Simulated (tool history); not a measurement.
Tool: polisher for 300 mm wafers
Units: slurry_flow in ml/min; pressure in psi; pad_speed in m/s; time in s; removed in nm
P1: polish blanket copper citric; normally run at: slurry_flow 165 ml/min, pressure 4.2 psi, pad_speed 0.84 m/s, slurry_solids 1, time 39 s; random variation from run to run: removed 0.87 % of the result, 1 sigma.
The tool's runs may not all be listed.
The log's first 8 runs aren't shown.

| run | hour | slurry_flow | pressure | pad_speed | slurry_solids | time | wafers polished on this pad | hours since the slurry nozzle was cleaned | hours since the head pressure was calibrated | hours since the slurry blender was calibrated | removed |
|---|---|---|---|---|---|---|---|---|---|---|---|
| 9 | 98.5 | 225 | 2.2 | 0.84 | 1 | 39 | 1085 | 169.6 | 873.2 | 123.4 | 47.867 |
| 10 | 113.6 | 165 | 4.2 | 0.84 | 0.55 | 39 | 1235 | 184.7 | 888.3 | 138.5 | 76.133 |
| 11 | 127.3 | 165 | 5.7 | 0.84 | 0.6 | 39 | 1371 | 198.4 | 902 | 152.2 | 106.02 |
| 12 | 140.2 | 100 | 4.2 | 0.84 | 1 | 39 | 1500 | 211.3 | 914.9 | 165.1 | 78.46 |
|  | 147.9 | worn pad replaced by a new one |
| 13 | 148.6 | 235 | 4.2 | 0.84 | 1 | 39 | 7 | 219.7 | 923.3 | 173.5 | 91.565 |
| 14 | 164.3 | 165 | 4.2 | 0.84 | 1 | 24 | 163 | 235.4 | 939 | 189.2 | 52.434 |
| 15 | 174.4 | 165 | 4.2 | 0.84 | 1 | 39 | 264 | 245.5 | 949.1 | 199.3 | 86.871 |
| 16 | 188.9 | 165 | 4.2 | 0.84 | 1 | 39 | 408 | 260 | 963.6 | 213.8 | 86.293 |

The next listed run, before its measurement:
| 17 | 202 | 165 | 4.2 | 0.84 | 1 | 39 | 538 | 273.1 | 976.7 | 226.9 | ? |

{"run 17": {"removed": 85.682}}
